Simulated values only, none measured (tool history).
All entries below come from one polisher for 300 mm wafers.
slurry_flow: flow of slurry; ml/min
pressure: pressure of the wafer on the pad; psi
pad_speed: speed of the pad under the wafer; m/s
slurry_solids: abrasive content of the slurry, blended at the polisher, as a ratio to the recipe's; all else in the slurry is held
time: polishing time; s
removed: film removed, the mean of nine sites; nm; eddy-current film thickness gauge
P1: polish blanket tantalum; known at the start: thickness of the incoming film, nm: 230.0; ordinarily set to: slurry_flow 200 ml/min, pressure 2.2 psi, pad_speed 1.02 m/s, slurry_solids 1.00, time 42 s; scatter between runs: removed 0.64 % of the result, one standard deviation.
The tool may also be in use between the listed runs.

Run 1, hour 13.6: slurry_flow 200 ml/min, pressure 2.2 psi, pad_speed 1.02 m/s, slurry_solids 1.00, time 42 s. Result: removed 70.936 nm.
Run 2, hour 22.2: slurry_flow 200 ml/min, pressure 2.2 psi, pad_speed 1.02 m/s, slurry_solids 1.25, time 42 s. Result: removed 75.602 nm.
Run 3, hour 30.9: slurry_flow 200 ml/min, pressure 2.2 psi, pad_speed 1.28 m/s, slurry_solids 1.00, time 42 s. Result: removed 88.120 nm.
Run 4, hour 44.6: slurry_flow 200 ml/min, pressure 1.6 psi, pad_speed 0.46 m/s, slurry_solids 1.00, time 42 s. Result: removed 23.181 nm.
At hour 45.2: head pressure recalibrated.
Run 5, hour 51.6: slurry_flow 120 ml/min, pressure 2.2 psi, pad_speed 1.02 m/s, slurry_solids 1.00, time 42 s. Result: removed 65.085 nm.
Run 6, hour 60.2: slurry_flow 200 ml/min, pressure 2.2 psi, pad_speed 1.02 m/s, slurry_solids 1.00, time 42 s. Result: removed 70.984 nm.
Run 7, hour 68.3: slurry_flow 200 ml/min, pressure 2.2 psi, pad_speed 1.02 m/s, slurry_solids 0.55, time 42 s. Result: removed 57.934 nm.
Run 8, hour 79.3: slurry_flow 200 ml/min, pressure 2.2 psi, pad_speed 1.02 m/s, slurry_solids 1.00, time 27 s. Result: removed 45.748 nm.
Run 9, hour 89.5: slurry_flow 200 ml/min, pressure 2.2 psi, pad_speed 1.48 m/s, slurry_solids 1.40, time 42 s. Result: removed 113.060 nm.
Run 10, hour 97.6: slurry_flow 200 ml/min, pressure 2.2 psi, pad_speed 1.02 m/s, slurry_solids 1.00, time 42 s. Result: removed 70.359 nm.
Run 11, hour 111.5: slurry_flow 310 ml/min, pressure 2.2 psi, pad_speed 1.02 m/s, slurry_solids 1.00, time 42 s. Result: removed 74.627 nm.
Run 12, hour 124.3: slurry_flow 200 ml/min, pressure 2.2 psi, pad_speed 0.64 m/s, slurry_solids 1.00, time 42 s. Result: removed 44.457 nm.
Run 13, hour 130.4: slurry_flow 200 ml/min, pressure 2.2 psi, pad_speed 1.02 m/s, slurry_solids 1.00, time 42 s. Result: removed 70.777 nm.
Run 14, hour 137.1: slurry_flow 200 ml/min, pressure 3.5 psi, pad_speed 1.02 m/s, slurry_solids 1.00, time 42 s. Result: removed 112.350 nm.
Run 15, hour 150.2: slurry_flow 200 ml/min, pressure 1.2 psi, pad_speed 1.02 m/s, slurry_solids 1.00, time 42 s. Result: removed 38.657 nm.
Run 16, hour 158.7: slurry_flow 200 ml/min, pressure 2.2 psi, pad_speed 1.02 m/s, slurry_solids 1.00, time 62 s. Result: removed 103.700 nm.
Run 17, hour 165.2: slurry_flow 200 ml/min, pressure 2.2 psi, pad_speed 1.02 m/s, slurry_solids 1.00, time 42 s. Result: removed 71.241 nm.
Run 18, hour 172.7: slurry_flow 200 ml/min, pressure 2.2 psi, pad_speed 1.02 m/s, slurry_solids 1.00, time 42 s. Result: removed 71.021 nm.
Run 19, hour 182.5: slurry_flow 200 ml/min, pressure 2.2 psi, pad_speed 1.02 m/s, slurry_solids 1.00, time 42 s. Result: removed 68.958 nm.
Run 20, hour 195.1: slurry_flow 200 ml/min, pressure 2.2 psi, pad_speed 1.02 m/s, slurry_solids 1.00, time 42 s. Result: removed 67.098 nm.
Run 21, hour 206.4: slurry_flow 200 ml/min, pressure 2.2 psi, pad_speed 1.02 m/s, slurry_solids 1.00, time 42 s. Result: removed 66.014 nm.
At hour 207.4: slurry blender recalibrated.
Run 22, hour 216.0: slurry_flow 200 ml/min, pressure 2.2 psi, pad_speed 1.02 m/s, slurry_solids 1.00, time 42 s. Result: removed 65.125 nm.
At hour 218.6: worn pad replaced by a new one.
Run 23, hour 227.3: slurry_flow 200 ml/min, pressure 2.2 psi, pad_speed 1.02 m/s, slurry_solids 1.00, time 42 s. Result: removed 66.496 nm.
Run 24, hour 235.8: slurry_flow 200 ml/min, pressure 2.2 psi, pad_speed 1.02 m/s, slurry_solids 1.00, time 42 s. Result: removed 66.282 nm.
Run 25, hour 243.6: slurry_flow 200 ml/min, pressure 2.2 psi, pad_speed 1.02 m/s, slurry_solids 1.00, time 42 s. Result: removed 65.576 nm.
Run 26, hour 253.6: slurry_flow 200 ml/min, pressure 2.2 psi, pad_speed 1.02 m/s, slurry_solids 1.00, time 42 s. Result: removed 65.328 nm.
Run 27, hour 260.4: slurry_flow 200 ml/min, pressure 2.2 psi, pad_speed 1.02 m/s, slurry_solids 1.00, time 42 s. Result: removed 64.770 nm.

Compared with where it was, what P1 gives has crept away. Each cause listed below fits the log as well as the rest, at the size given for it:
A: head's pressure below its setpoint, % = 7.43
B: slurry flow missing at the pad, % = 37.2
Onset of the creep was near hour 172.7.
Excluded causes, each with its reason:
removal rate lost through wear of the pad, %: was serviced at hour 218.6, once the creep was under way, yet the earlier output never came back
abrasive missing from the slurry, %: was serviced at hour 207.4, once the creep was under way, yet the earlier output never came back

You are offered 4 check runs, listed below with question marks in place of their results; each one averages 5 wafers. Which run separates the listed causes by giving clearly different results for each?
Run check 1, hour 267.2: slurry_flow 200 ml/min, pressure 3.0 psi, pad_speed 1.02 m/s, slurry_solids 1.00, time 42 s. Result: removed ?.
Run check 2, hour 267.2: slurry_flow 295 ml/min, pressure 2.2 psi, pad_speed 1.02 m/s, slurry_solids 1.00, time 42 s. Result: removed ?.
Run check 3, hour 267.2: slurry_flow 200 ml/min, pressure 1.4 psi, pad_speed 1.02 m/s, slurry_solids 0.55, time 42 s. Result: removed ?.
Run check 4, hour 267.2: slurry_flow 200 ml/min, pressure 2.2 psi, pad_speed 1.02 m/s, slurry_solids 1.00, time 28 s. Result: removed ?.

If the cause were each of the candidates in turn, the checks would give the following:
  check   result    if A    if B
check 1  removed  89.530  89.536
check 2  removed  68.544  70.183
check 3  removed  33.864  33.867
check 4  removed  43.770  43.773
Per check, the gap between the least separated pair of causes, taken in the result that splits them most: check 1 0.01 %; check 2 2.36 %; check 3 0.01 %; check 4 0.01 %
Check 2 distinguishes between the causes, while the remaining checks would return nearly the same result for all of them.

After running check 2, the following was obtained: removed 68.607 nm. Which cause does this point to?

A is the cause: head's pressure below its setpoint, %.
